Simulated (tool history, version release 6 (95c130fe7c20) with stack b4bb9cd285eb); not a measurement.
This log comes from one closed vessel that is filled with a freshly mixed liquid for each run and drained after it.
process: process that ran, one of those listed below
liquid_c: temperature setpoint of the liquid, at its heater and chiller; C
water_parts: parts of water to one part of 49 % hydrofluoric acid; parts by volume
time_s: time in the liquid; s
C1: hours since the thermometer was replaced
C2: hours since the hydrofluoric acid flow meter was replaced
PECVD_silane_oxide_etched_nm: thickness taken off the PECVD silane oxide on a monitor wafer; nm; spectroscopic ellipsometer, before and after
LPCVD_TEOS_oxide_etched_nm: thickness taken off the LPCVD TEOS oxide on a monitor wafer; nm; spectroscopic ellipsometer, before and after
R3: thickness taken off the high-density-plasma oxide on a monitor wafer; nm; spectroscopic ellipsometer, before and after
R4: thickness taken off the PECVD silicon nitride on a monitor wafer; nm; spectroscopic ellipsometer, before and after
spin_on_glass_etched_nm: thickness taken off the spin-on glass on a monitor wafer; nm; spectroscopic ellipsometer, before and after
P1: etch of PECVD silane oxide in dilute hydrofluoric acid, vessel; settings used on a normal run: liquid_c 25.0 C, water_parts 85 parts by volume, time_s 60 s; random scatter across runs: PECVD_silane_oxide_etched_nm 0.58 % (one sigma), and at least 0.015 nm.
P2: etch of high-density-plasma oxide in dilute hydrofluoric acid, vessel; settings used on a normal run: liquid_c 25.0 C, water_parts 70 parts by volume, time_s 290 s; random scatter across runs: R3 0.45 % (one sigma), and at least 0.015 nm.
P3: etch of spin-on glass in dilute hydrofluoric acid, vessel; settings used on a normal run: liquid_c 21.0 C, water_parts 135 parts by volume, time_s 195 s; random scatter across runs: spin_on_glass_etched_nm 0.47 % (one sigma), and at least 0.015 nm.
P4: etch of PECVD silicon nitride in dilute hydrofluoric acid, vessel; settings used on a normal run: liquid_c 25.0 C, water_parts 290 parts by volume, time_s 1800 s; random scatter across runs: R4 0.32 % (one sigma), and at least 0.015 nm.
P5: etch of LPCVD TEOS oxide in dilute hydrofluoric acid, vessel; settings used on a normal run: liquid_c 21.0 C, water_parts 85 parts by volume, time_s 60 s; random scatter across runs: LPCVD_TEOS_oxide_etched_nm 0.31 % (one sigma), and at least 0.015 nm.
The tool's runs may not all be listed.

run 1 hour=11.6 | process=P1 liquid_c=25.0 water_parts=85 time_s=60 | C1=1293.5 C2=1311.8 | PECVD_silane_oxide_etched_nm=17.2260
run 2 hour=19.7 | process=P5 liquid_c=21.0 water_parts=85 time_s=60 | C1=1301.6 C2=1319.9 | LPCVD_TEOS_oxide_etched_nm=13.437
run 3 hour=34.8 | process=P2 liquid_c=25.0 water_parts=70 time_s=290 | C1=1316.7 C2=1335.0 | R3=29.9930
run 4 hour=44.3 | process=P1 liquid_c=25.0 water_parts=140 time_s=60 | C1=1326.2 C2=1344.5 | PECVD_silane_oxide_etched_nm=9.8261
run 5 hour=55.7 | process=P2 liquid_c=31.5 water_parts=70 time_s=290 | C1=1337.6 C2=1355.9 | R3=39.0630
run 6 hour=67.2 | process=P2 liquid_c=25.0 water_parts=70 time_s=290 | C1=1349.1 C2=1367.4 | R3=30.1980
run 7 hour=83.4 | process=P2 liquid_c=25.0 water_parts=70 time_s=95 | C1=1365.3 C2=1383.6 | R3=9.9637
run 8 hour=97.4 | process=P1 liquid_c=25.0 water_parts=85 time_s=60 | C1=1379.3 C2=1397.6 | PECVD_silane_oxide_etched_nm=17.2260
run 9 hour=114.5 | process=P4 liquid_c=25.0 water_parts=290 time_s=1800 | C1=1396.4 C2=1414.7 | R4=11.3180
run 10 hour=126.9 | process=P5 liquid_c=26.5 water_parts=85 time_s=60 | C1=1408.8 C2=1427.1 | LPCVD_TEOS_oxide_etched_nm=16.850
run 11 hour=137.5 | process=P1 liquid_c=21.0 water_parts=45 time_s=60 | C1=1419.4 C2=1437.7 | PECVD_silane_oxide_etched_nm=29.0800
run 12 hour=152.0 | process=P2 liquid_c=25.0 water_parts=30 time_s=290 | C1=1433.9 C2=1452.2 | R3=74.0200
run 13 hour=164.9 | process=P4 liquid_c=25.0 water_parts=290 time_s=3065 | C1=1446.8 C2=1465.1 | R4=19.2680
run 14 hour=173.0 | process=P5 liquid_c=21.0 water_parts=25 time_s=60 | C1=1454.9 C2=1473.2 | LPCVD_TEOS_oxide_etched_nm=49.441
run 15 hour=188.4 | process=P3 liquid_c=21.0 water_parts=70 time_s=195 | C1=1470.3 C2=1488.6 | spin_on_glass_etched_nm=94.589
run 16 hour=205.2 | process=P1 liquid_c=25.0 water_parts=85 time_s=60 | C1=1487.1 C2=1505.4 | PECVD_silane_oxide_etched_nm=17.2430
run 17 hour=222.0 | process=P4 liquid_c=17.0 water_parts=290 time_s=1800 | C1=1503.9 C2=1522.2 | R4=6.8418
run 18 hour=229.8 | process=P1 liquid_c=25.0 water_parts=55 time_s=60 | C1=1511.7 C2=1530.0 | PECVD_silane_oxide_etched_nm=27.8300
run 19 hour=244.8 | process=P5 liquid_c=21.0 water_parts=85 time_s=60 | C1=1526.7 C2=1545.0 | LPCVD_TEOS_oxide_etched_nm=13.469
run 20 hour=261.2 | process=P3 liquid_c=21.0 water_parts=135 time_s=45 | C1=1543.1 C2=1561.4 | spin_on_glass_etched_nm=10.552
run 21 hour=272.0 | process=P1 liquid_c=25.0 water_parts=45 time_s=40 | C1=1553.9 C2=1572.2 | PECVD_silane_oxide_etched_nm=22.9530
run 22 hour=286.1 | process=P4 liquid_c=25.0 water_parts=135 time_s=1800 | C1=1568.0 C2=1586.3 | R4=24.2130
run 23 hour=296.1 | process=P1 liquid_c=32.5 water_parts=85 time_s=60 | C1=1578.0 C2=1596.3 | PECVD_silane_oxide_etched_nm=23.1060
run 24 hour=305.8 | process=P4 liquid_c=25.0 water_parts=290 time_s=1800 | C1=1587.7 C2=1606.0 | R4=11.3380
run 25 hour=315.9 | process=P1 liquid_c=21.5 water_parts=85 time_s=60 | C1=1597.8 C2=1616.1 | PECVD_silane_oxide_etched_nm=14.9820
run 26 hour=325.6 | process=P1 liquid_c=25.0 water_parts=85 time_s=110 | C1=1607.5 C2=1625.8 | PECVD_silane_oxide_etched_nm=31.9710
run 27 hour=334.8 | process=P3 liquid_c=28.5 water_parts=135 time_s=195 | C1=1616.7 C2=1635.0 | spin_on_glass_etched_nm=60.822
run 28 hour=348.2 | process=P1 liquid_c=19.0 water_parts=85 time_s=30 | C1=1630.1 C2=1648.4 | PECVD_silane_oxide_etched_nm=6.7355
run 29 hour=358.9 | process=P1 liquid_c=25.0 water_parts=85 time_s=60 | C1=1640.8 C2=1659.1 | PECVD_silane_oxide_etched_nm=17.2830
run 30 hour=372.5 | process=P1 liquid_c=25.0 water_parts=85 time_s=30 | C1=1654.4 C2=1672.7 | PECVD_silane_oxide_etched_nm=8.5094
run 31 hour=389.6 | process=P3 liquid_c=21.0 water_parts=135 time_s=195 | C1=1671.5 C2=1689.8 | spin_on_glass_etched_nm=45.853
run 32 hour=406.5 | process=P5 liquid_c=21.0 water_parts=85 time_s=115 | C1=1688.4 C2=1706.7 | LPCVD_TEOS_oxide_etched_nm=25.878
run 33 hour=418.5 | process=P3 liquid_c=21.0 water_parts=135 time_s=195 | C1=1700.4 C2=1718.7 | spin_on_glass_etched_nm=45.894
run 34 hour=426.6 | process=P1 liquid_c=25.0 water_parts=85 time_s=60 | C1=1708.5 C2=1726.8 | PECVD_silane_oxide_etched_nm=17.2090
run 35 hour=435.8 | process=P1 liquid_c=25.0 water_parts=85 time_s=60 | C1=1717.7 C2=1736.0 | PECVD_silane_oxide_etched_nm=17.1270
run 36 hour=450.3 | process=P1 liquid_c=25.0 water_parts=85 time_s=60 | C1=1732.2 C2=1750.5 | PECVD_silane_oxide_etched_nm=16.8780
run 37 hour=458.9 | process=P1 liquid_c=25.0 water_parts=85 time_s=60 | C1=1740.8 C2=1759.1 | PECVD_silane_oxide_etched_nm=16.5910
run 38 hour=472.7 | process=P1 liquid_c=25.0 water_parts=85 time_s=60 | C1=1754.6 C2=1772.9 | PECVD_silane_oxide_etched_nm=16.3160
run 39 hour=480.5 | process=P1 liquid_c=25.0 water_parts=85 time_s=60 | C1=1762.4 C2=1780.7 | PECVD_silane_oxide_etched_nm=16.3370
run 40 hour=495.2 | process=P1 liquid_c=25.0 water_parts=85 time_s=60 | C1=1777.1 C2=1795.4 | PECVD_silane_oxide_etched_nm=16.3690
run 41 hour=511.3 | process=P1 liquid_c=25.0 water_parts=85 time_s=60 | C1=1793.2 C2=1811.5 | PECVD_silane_oxide_etched_nm=16.2120
run 42 hour=520.3 | process=P1 liquid_c=25.0 water_parts=85 time_s=60 | C1=1802.2 C2=1820.5 | PECVD_silane_oxide_etched_nm=16.0360
run 43 hour=533.3 | process=P1 liquid_c=25.0 water_parts=85 time_s=60 | C1=1815.2 C2=1833.5 | PECVD_silane_oxide_etched_nm=16.2870
run 44 hour=548.8 | process=P1 liquid_c=25.0 water_parts=85 time_s=60 | C1=1830.7 C2=1849.0 | PECVD_silane_oxide_etched_nm=16.2590
run 45 hour=556.3 | process=P1 liquid_c=25.0 water_parts=85 time_s=60 | C1=1838.2 C2=1856.5 | PECVD_silane_oxide_etched_nm=16.3170

The log shows P1 creeping away from where it was. Any of the 2 causes listed here, at the size stated for it, fits the log just as well as the others:
A: liquid colder than its thermometer reads (K) = 1.6
B: hydrofluoric acid flow below the setpoint (%) = 5.56
The onset of the drift is placed at about hour 426.6.

The check runs listed below each take one wafer, and their results are still question marks. Under which run would the listed causes lead to clearly different results?
run check 1 hour=563.8 | process=P5 liquid_c=21.0 water_parts=85 time_s=60 | LPCVD_TEOS_oxide_etched_nm=?
run check 2 hour=563.8 | process=P3 liquid_c=21.0 water_parts=135 time_s=195 | spin_on_glass_etched_nm=?
run check 3 hour=563.8 | process=P2 liquid_c=25.0 water_parts=70 time_s=290 | R3=?
run check 4 hour=563.8 | process=P4 liquid_c=25.0 water_parts=290 time_s=1800 | R4=?

What every check run would give for each of its results, assuming each possible cause in turn:
check=check_1 result=LPCVD_TEOS_oxide_etched_nm if_A=12.635 if_B=12.676
check=check_2 result=spin_on_glass_etched_nm if_A=42.959 if_B=42.887
check=check_3 result=R3 if_A=28.2920 if_B=28.3520
check=check_4 result=R4 if_A=10.2700 if_B=10.6970
How far apart the two closest causes lie, in the result that separates them most: check 1 0.33 %; check 2 0.17 %; check 3 0.21 %; check 4 4.08 %
The other checks would show nearly matching results whichever cause is true, so check 4 is the only one that separates the causes.

The results of check 4 are: R4 10.6820 nm. Based on these, which of the listed causes is it?

B is the cause: hydrofluoric acid flow below the setpoint (%).

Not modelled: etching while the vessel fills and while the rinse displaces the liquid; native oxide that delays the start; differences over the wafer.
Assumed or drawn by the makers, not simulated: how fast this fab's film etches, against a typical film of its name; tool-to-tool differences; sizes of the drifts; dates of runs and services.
